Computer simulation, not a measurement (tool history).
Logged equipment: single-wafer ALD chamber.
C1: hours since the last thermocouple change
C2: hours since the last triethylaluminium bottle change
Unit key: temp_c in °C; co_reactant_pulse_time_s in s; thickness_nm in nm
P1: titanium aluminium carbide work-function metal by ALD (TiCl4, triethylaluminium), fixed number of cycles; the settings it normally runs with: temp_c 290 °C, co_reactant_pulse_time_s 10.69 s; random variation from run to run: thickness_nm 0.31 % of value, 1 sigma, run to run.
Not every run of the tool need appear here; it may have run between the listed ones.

{"run": 1, "hour": 7.9, "temp_c": 290, "co_reactant_pulse_time_s": 10.69, "C1": 979.8, "C2": 921.9, "thickness_nm": 1.9287}
{"run": 2, "hour": 15.6, "temp_c": 290, "co_reactant_pulse_time_s": 10.69, "C1": 987.5, "C2": 929.6, "thickness_nm": 1.9223}
{"run": 3, "hour": 24.4, "temp_c": 290, "co_reactant_pulse_time_s": 10.69, "C1": 996.3, "C2": 938.4, "thickness_nm": 1.9335}
{"run": 4, "hour": 35.1, "temp_c": 290, "co_reactant_pulse_time_s": 3.54, "C1": 1007.0, "C2": 949.1, "thickness_nm": 1.3864}
{"run": 5, "hour": 42.3, "temp_c": 311, "co_reactant_pulse_time_s": 5.38, "C1": 1014.2, "C2": 956.3, "thickness_nm": 1.8214}
{"run": 6, "hour": 48.0, "temp_c": 290, "co_reactant_pulse_time_s": 10.69, "C1": 1019.9, "C2": 962.0, "thickness_nm": 1.9289}
{"run": 7, "hour": 56.8, "temp_c": 290, "co_reactant_pulse_time_s": 10.69, "C1": 1028.7, "C2": 970.8, "thickness_nm": 1.9324}
{"hour": 63.3, "done": "thermocouple changed; heater temperature recalibrated"}
{"run": 8, "hour": 67.3, "temp_c": 315, "co_reactant_pulse_time_s": 10.69, "C1": 4.0, "C2": 981.3, "thickness_nm": 2.1508}
{"run": 9, "hour": 74.0, "temp_c": 265, "co_reactant_pulse_time_s": 10.69, "C1": 10.7, "C2": 988.0, "thickness_nm": 1.7098}
{"run": 10, "hour": 78.8, "temp_c": 290, "co_reactant_pulse_time_s": 10.69, "C1": 15.5, "C2": 992.8, "thickness_nm": 1.9244}
{"run": 11, "hour": 83.9, "temp_c": 290, "co_reactant_pulse_time_s": 10.69, "C1": 20.6, "C2": 997.9, "thickness_nm": 1.9304}
{"run": 12, "hour": 89.8, "temp_c": 270, "co_reactant_pulse_time_s": 6.91, "C1": 26.5, "C2": 1003.8, "thickness_nm": 1.6333}
{"run": 13, "hour": 98.2, "temp_c": 290, "co_reactant_pulse_time_s": 16.25, "C1": 34.9, "C2": 1012.2, "thickness_nm": 1.972}
{"run": 14, "hour": 105.9, "temp_c": 272, "co_reactant_pulse_time_s": 6.46, "C1": 42.6, "C2": 1019.9, "thickness_nm": 1.6288}
{"run": 15, "hour": 115.2, "temp_c": 290, "co_reactant_pulse_time_s": 10.69, "C1": 51.9, "C2": 1029.2, "thickness_nm": 1.9235}
{"run": 16, "hour": 120.0, "temp_c": 290, "co_reactant_pulse_time_s": 10.69, "C1": 56.7, "C2": 1034.0, "thickness_nm": 1.9262}
{"run": 17, "hour": 127.4, "temp_c": 290, "co_reactant_pulse_time_s": 10.69, "C1": 64.1, "C2": 1041.4, "thickness_nm": 1.9175}
{"run": 18, "hour": 137.4, "temp_c": 290, "co_reactant_pulse_time_s": 10.69, "C1": 74.1, "C2": 1051.4, "thickness_nm": 1.8974}
{"run": 19, "hour": 148.1, "temp_c": 290, "co_reactant_pulse_time_s": 10.69, "C1": 84.8, "C2": 1062.1, "thickness_nm": 1.8867}
{"run": 20, "hour": 157.8, "temp_c": 290, "co_reactant_pulse_time_s": 10.69, "C1": 94.5, "C2": 1071.8, "thickness_nm": 1.8961}
{"run": 21, "hour": 162.9, "temp_c": 290, "co_reactant_pulse_time_s": 10.69, "C1": 99.6, "C2": 1076.9, "thickness_nm": 1.8959}
{"run": 22, "hour": 173.7, "temp_c": 290, "co_reactant_pulse_time_s": 10.69, "C1": 110.4, "C2": 1087.7, "thickness_nm": 1.8971}

P1 has crept away from where it was. The log is fitted equally well by each of these 2 causes, at the sizes shown:
A: wafer temperature below the value expected at the setpoint (K) = 3.7
B: triethylaluminium dose below that of a fresh bottle (%) = 13.5
The drift started at roughly hour 115.2.

Listed below are the offered check runs, one wafer per run, with question marks in place of results. For which of them would the causes give clearly different outcomes?
{"run": "check 1", "hour": 184.5, "temp_c": 276, "co_reactant_pulse_time_s": 10.69, "thickness_nm": "?"}
{"run": "check 2", "hour": 184.5, "temp_c": 273, "co_reactant_pulse_time_s": 4.47, "thickness_nm": "?"}
{"run": "check 3", "hour": 184.5, "temp_c": 305, "co_reactant_pulse_time_s": 10.69, "thickness_nm": "?"}
{"run": "check 4", "hour": 184.5, "temp_c": 290, "co_reactant_pulse_time_s": 13.25, "thickness_nm": "?"}

If the cause were each of the candidates in turn, the checks would give the following:
check=check_1 result=thickness_nm if_A=1.7731 if_B=1.7748
check=check_2 result=thickness_nm if_A=1.4088 if_B=1.3438
check=check_3 result=thickness_nm if_A=2.0235 if_B=2.0219
check=check_4 result=thickness_nm if_A=1.9217 if_B=1.9367
How far apart the two closest causes lie, in the result that separates them most: check 1 0.09 %; check 2 4.73 %; check 3 0.08 %; check 4 0.78 %
Of the check runs offered, only check 2 discriminates between the causes; the rest would read about the same regardless of which cause applies.

Check 2 was then run and gave: thickness_nm 1.3389 nm. Which cause is it?

It is B: triethylaluminium dose below that of a fresh bottle (%).
